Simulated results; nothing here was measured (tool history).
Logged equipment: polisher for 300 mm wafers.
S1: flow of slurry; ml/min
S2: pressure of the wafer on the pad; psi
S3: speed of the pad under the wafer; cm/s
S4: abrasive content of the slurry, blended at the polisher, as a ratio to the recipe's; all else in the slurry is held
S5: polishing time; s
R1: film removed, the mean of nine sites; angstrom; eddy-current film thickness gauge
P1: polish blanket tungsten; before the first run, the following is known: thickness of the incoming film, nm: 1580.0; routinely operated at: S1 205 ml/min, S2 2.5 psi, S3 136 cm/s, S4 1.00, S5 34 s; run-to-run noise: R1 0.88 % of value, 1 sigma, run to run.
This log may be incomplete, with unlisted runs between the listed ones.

run 1 hour=10.7 | S1=205 S2=2.5 S3=136 S4=1.00 S5=34 | R1=1599.00
run 2 hour=19.5 | S1=125 S2=2.5 S3=136 S4=1.00 S5=34 | R1=1461.40
run 3 hour=24.3 | S1=205 S2=2.5 S3=136 S4=1.00 S5=34 | R1=1601.90
run 4 hour=30.7 | S1=205 S2=2.5 S3=136 S4=1.30 S5=22 | R1=1096.30
run 5 hour=36.2 | S1=300 S2=2.5 S3=136 S4=1.00 S5=34 | R1=1645.10
run 6 hour=44.8 | S1=205 S2=4.0 S3=136 S4=1.00 S5=34 | R1=2551.10
run 7 hour=53.4 | S1=205 S2=2.5 S3=136 S4=1.00 S5=34 | R1=1614.80
-- hour=57.9 worn pad replaced by a new one
run 8 hour=61.5 | S1=205 S2=2.5 S3=184 S4=1.00 S5=34 | R1=2122.80
run 9 hour=71.9 | S1=205 S2=2.5 S3=136 S4=1.00 S5=34 | R1=1600.00
run 10 hour=82.2 | S1=205 S2=1.1 S3=136 S4=1.00 S5=34 | R1=708.83
run 11 hour=91.8 | S1=205 S2=2.5 S3=136 S4=0.55 S5=34 | R1=1375.00
-- hour=92.4 head pressure recalibrated
run 12 hour=102.3 | S1=205 S2=2.5 S3=136 S4=0.70 S5=21 | R1=890.90
run 13 hour=111.0 | S1=205 S2=2.5 S3=62 S4=1.00 S5=34 | R1=726.54
run 14 hour=119.7 | S1=205 S2=2.5 S3=136 S4=1.00 S5=34 | R1=1584.80
run 15 hour=130.3 | S1=205 S2=2.5 S3=136 S4=1.00 S5=34 | R1=1582.40
run 16 hour=138.7 | S1=205 S2=2.5 S3=136 S4=1.25 S5=34 | R1=1703.50
run 17 hour=146.2 | S1=205 S2=2.5 S3=136 S4=1.00 S5=47 | R1=2186.30
run 18 hour=154.5 | S1=205 S2=1.7 S3=136 S4=1.00 S5=19 | R1=607.05
run 19 hour=164.1 | S1=205 S2=2.5 S3=136 S4=1.00 S5=18 | R1=844.03
run 20 hour=169.6 | S1=205 S2=2.5 S3=136 S4=1.00 S5=34 | R1=1601.10
run 21 hour=175.2 | S1=205 S2=2.5 S3=136 S4=1.00 S5=34 | R1=1574.50
run 22 hour=185.1 | S1=205 S2=2.5 S3=136 S4=1.00 S5=34 | R1=1521.20
-- hour=191.2 worn pad replaced by a new one
run 23 hour=194.2 | S1=205 S2=2.5 S3=136 S4=1.00 S5=34 | R1=1528.60

Run 24 is up next; what results do you expect?
-- hour=200.0 slurry blender recalibrated
run 24 hour=202.9 | S1=205 S2=2.5 S3=136 S4=1.00 S5=34 | R1=?

R1: 1483.10 angstrom
